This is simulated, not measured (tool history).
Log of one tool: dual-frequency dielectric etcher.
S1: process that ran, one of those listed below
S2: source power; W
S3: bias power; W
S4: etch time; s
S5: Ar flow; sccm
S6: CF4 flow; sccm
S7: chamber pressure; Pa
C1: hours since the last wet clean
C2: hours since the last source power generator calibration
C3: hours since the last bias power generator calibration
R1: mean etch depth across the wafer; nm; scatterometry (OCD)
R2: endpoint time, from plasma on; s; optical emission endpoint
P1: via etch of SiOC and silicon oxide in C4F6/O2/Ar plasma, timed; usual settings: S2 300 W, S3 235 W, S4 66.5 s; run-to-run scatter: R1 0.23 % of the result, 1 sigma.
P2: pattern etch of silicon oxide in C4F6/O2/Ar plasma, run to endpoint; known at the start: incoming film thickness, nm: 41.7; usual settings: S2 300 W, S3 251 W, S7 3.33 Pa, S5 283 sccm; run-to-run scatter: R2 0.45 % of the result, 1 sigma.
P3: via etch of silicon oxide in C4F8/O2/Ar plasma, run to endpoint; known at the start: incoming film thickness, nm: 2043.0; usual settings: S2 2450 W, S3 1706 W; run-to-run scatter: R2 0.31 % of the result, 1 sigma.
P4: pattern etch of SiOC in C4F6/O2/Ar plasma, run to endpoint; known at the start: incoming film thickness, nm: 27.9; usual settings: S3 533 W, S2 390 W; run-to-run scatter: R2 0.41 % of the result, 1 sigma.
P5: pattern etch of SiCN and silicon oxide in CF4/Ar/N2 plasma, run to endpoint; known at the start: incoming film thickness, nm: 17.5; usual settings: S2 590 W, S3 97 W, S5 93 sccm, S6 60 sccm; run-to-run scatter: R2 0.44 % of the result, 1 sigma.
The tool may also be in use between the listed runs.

run 1 hour=11.6 | S1=P1 S2=300 S3=235 S4=66.5 | C1=219.5 C2=817.5 C3=1768.0 | R1=71.852
run 2 hour=23.1 | S1=P5 S2=420 S3=97 S5=93 S6=60 | C1=231.0 C2=829.0 C3=1779.5 | R2=19.3370
run 3 hour=37.0 | S1=P5 S2=590 S3=129 S5=93 S6=60 | C1=244.9 C2=842.9 C3=1793.4 | R2=13.1100
run 4 hour=50.2 | S1=P1 S2=300 S3=280 S4=66.5 | C1=258.1 C2=856.1 C3=1806.6 | R1=76.360
run 5 hour=57.4 | S1=P1 S2=300 S3=235 S4=66.5 | C1=265.3 C2=863.3 C3=1813.8 | R1=71.941
run 6 hour=67.9 | S1=P4 S2=270 S3=533 | C1=275.8 C2=873.8 C3=1824.3 | R2=10.5260
run 7 hour=77.3 | S1=P3 S2=2450 S3=1706 | C1=285.2 C2=883.2 C3=1833.7 | R2=383.0600
run 8 hour=84.7 | S1=P3 S2=2450 S3=2396 | C1=292.6 C2=890.6 C3=1841.1 | R2=351.3000
run 9 hour=98.5 | S1=P4 S2=390 S3=533 | C1=306.4 C2=904.4 C3=1854.9 | R2=9.2110
run 10 hour=108.1 | S1=P2 S2=300 S3=251 S5=283 S7=4.07 | C1=316.0 C2=914.0 C3=1864.5 | R2=13.1400
run 11 hour=120.5 | S1=P2 S2=300 S3=152 S5=283 S7=3.33 | C1=328.4 C2=926.4 C3=1876.9 | R2=15.0410
run 12 hour=130.3 | S1=P1 S2=300 S3=235 S4=66.5 | C1=338.2 C2=936.2 C3=1886.7 | R1=71.997
run 13 hour=137.5 | S1=P5 S2=590 S3=97 S5=93 S6=60 | C1=345.4 C2=943.4 C3=1893.9 | R2=14.4470
run 14 hour=151.2 | S1=P1 S2=300 S3=235 S4=66.5 | C1=359.1 C2=957.1 C3=1907.6 | R1=71.846
run 15 hour=161.0 | S1=P5 S2=590 S3=97 S5=60 S6=60 | C1=368.9 C2=966.9 C3=1917.4 | R2=13.6100
run 16 hour=168.6 | S1=P1 S2=300 S3=235 S4=86.0 | C1=376.5 C2=974.5 C3=1925.0 | R1=93.207
run 17 hour=178.5 | S1=P4 S2=390 S3=533 | C1=386.4 C2=984.4 C3=1934.9 | R2=9.2749
run 18 hour=190.0 | S1=P1 S2=190 S3=235 S4=66.5 | C1=397.9 C2=995.9 C3=1946.4 | R1=60.468
run 19 hour=196.3 | S1=P5 S2=590 S3=97 S5=93 S6=80 | C1=404.2 C2=1002.2 C3=1952.7 | R2=13.9580
run 20 hour=202.8 | S1=P2 S2=300 S3=251 S5=165 S7=3.33 | C1=410.7 C2=1008.7 C3=1959.2 | R2=12.1030
run 21 hour=212.7 | S1=P1 S2=370 S3=177 S4=66.5 | C1=420.6 C2=1018.6 C3=1969.1 | R1=70.892
run 22 hour=219.2 | S1=P1 S2=300 S3=162 S4=66.5 | C1=427.1 C2=1025.1 C3=1975.6 | R1=63.710

Run 23 comes next. What will it give?
run 23 hour=226.9 | S1=P1 S2=300 S3=235 S4=51.0 | C1=434.8 C2=1032.8 C3=1983.3 | R1=?

R1: 55.115 nm
